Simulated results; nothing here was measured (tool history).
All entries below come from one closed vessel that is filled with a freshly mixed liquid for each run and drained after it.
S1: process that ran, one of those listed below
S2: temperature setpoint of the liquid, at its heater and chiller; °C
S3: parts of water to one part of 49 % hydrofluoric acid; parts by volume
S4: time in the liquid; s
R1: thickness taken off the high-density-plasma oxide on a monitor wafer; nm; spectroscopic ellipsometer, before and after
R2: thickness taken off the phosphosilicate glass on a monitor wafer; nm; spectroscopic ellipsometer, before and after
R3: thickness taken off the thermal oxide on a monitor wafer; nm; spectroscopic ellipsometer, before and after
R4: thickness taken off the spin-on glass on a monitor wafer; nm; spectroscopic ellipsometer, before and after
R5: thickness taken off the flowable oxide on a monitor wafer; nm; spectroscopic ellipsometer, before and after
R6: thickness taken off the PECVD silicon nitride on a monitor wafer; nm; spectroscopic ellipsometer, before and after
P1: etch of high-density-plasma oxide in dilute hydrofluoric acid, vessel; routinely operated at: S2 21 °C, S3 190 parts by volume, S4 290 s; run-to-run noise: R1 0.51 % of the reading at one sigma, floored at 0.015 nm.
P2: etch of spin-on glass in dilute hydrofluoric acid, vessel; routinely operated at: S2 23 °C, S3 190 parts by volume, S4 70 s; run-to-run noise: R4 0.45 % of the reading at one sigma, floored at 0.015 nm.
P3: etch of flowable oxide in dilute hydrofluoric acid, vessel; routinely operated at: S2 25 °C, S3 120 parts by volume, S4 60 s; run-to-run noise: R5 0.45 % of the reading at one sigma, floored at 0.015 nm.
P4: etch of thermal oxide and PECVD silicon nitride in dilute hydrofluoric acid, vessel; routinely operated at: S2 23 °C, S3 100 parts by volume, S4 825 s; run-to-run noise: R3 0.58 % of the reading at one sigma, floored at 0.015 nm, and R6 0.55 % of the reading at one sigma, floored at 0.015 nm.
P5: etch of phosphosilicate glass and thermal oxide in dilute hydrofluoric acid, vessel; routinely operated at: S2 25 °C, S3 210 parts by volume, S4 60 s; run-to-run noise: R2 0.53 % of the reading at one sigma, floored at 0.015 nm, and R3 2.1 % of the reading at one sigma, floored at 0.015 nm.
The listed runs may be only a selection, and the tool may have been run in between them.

run,hour,S1,S2,S3,S4,R1,R2,R3,R4,R5,R6
1,8.2,P1,21,190,290,6.3647,,,,,
2,14.5,P1,21,340,290,3.0869,,,,,
3,25.9,P5,25,210,105,,41.941,2.2302,,,
4,32.6,P2,23,190,70,,,,12.32,,
5,44.4,P1,21,65,290,21.311,,,,,
6,51.1,P1,21,190,30,0.65156,,,,,
7,58.7,P5,25,80,60,,72.938,4.0018,,,
8,67.5,P1,21,190,580,12.773,,,,,
9,75.8,P3,25,40,60,,,,,90.211,
10,87.9,P1,28,190,425,12.081,,,,,
11,97.5,P1,21,275,105,1.5098,,,,,
12,103.9,P4,23,175,825,,,19.471,,,9.1046
13,113.3,P1,21,190,290,6.3747,,,,,
14,123.6,P5,19.5,210,60,,19.627,1.0627,,,
15,130.5,P4,23,100,105,,,4.7045,,,2.0183
16,142.5,P4,23,100,825,,,37.472,,,15.84
17,150.3,P2,17,190,70,,,,9.9428,,
18,159.1,P1,25,190,290,7.4392,,,,,
19,170,P2,23,190,30,,,,5.3706,,
20,176.9,P1,21,190,290,6.3951,,,,,
21,189.2,P1,17,190,290,5.4615,,,,,
22,195.4,P4,29.5,100,825,,,47.797,,,23.99
23,204.6,P2,23,190,70,,,,12.453,,
24,210.2,P1,21,190,290,6.4037,,,,,
25,221.6,P3,25,120,60,,,,,27.207,
26,231.9,P3,25,120,60,,,,,27.115,
27,237.4,P1,25.5,335,290,3.6977,,,,,
28,245.6,P5,25,210,60,,24.011,1.2715,,,
29,253.9,P3,25,120,100,,,,,45.019,
30,261.6,P3,17.5,120,60,,,,,20.002,
31,273.5,P5,25,210,60,,23.977,1.3063,,,
32,280.3,P1,21,190,290,6.3913,,,,,
33,291.4,P2,23,65,70,,,,41.697,,
34,297.2,P1,21,190,290,6.3276,,,,,
35,303.7,P1,21,190,290,6.2467,,,,,
36,311.3,P1,21,190,290,6.0362,,,,,
37,319.8,P1,21,190,290,5.963,,,,,
38,327.9,P1,21,190,290,5.8811,,,,,
39,337.8,P1,21,190,290,5.8912,,,,,
40,347.8,P1,21,190,290,5.8019,,,,,
41,356.9,P1,21,190,290,5.8589,,,,,
42,369,P1,21,190,290,5.8241,,,,,

Something has made what P1 gives creep away from where it was; the 2 causes below, each at its own stated size, fit the log equally well:
A: hydrofluoric acid flow below the setpoint (%) = 7.4
B: liquid colder than its thermometer reads (K) = 2.37
Creep in the process output first set in at about hour 297.2.

Below are 4 check runs, each on a single wafer, with their results shown as question marks. Which of them would tell the listed causes apart, meaning the causes would give clearly different results under it?
check 1,381.1,P2,23,190,70,,,,?,,
check 2,381.1,P4,23,100,825,,,?,,,?
check 3,381.1,P3,25,120,60,,,,,?,
check 4,381.1,P5,25,210,60,,?,?,,,

Predicted outcomes, by check and by cause:
check,result,if A,if B
check 1,R4,11.334,11.363
check 2,R3,34.087,33.768
check 2,R6,14.655,13.483
check 3,R5,24.861,24.757
check 4,R2,21.808,21.977
check 4,R3,1.1695,1.1786
Distance between the nearest two causes, measured in the result of the check that separates them most: check 1 0.26 %; check 2 8.33 %; check 3 0.42 %; check 4 0.77 %
Check 2 distinguishes between the causes, while the remaining checks would return nearly the same result for all of them.

Check 2 has now been run. It gave: R3 33.957 nm; R6 14.741 nm. Which of the candidate causes is it?

Of the candidate causes, it is A: hydrofluoric acid flow below the setpoint (%).

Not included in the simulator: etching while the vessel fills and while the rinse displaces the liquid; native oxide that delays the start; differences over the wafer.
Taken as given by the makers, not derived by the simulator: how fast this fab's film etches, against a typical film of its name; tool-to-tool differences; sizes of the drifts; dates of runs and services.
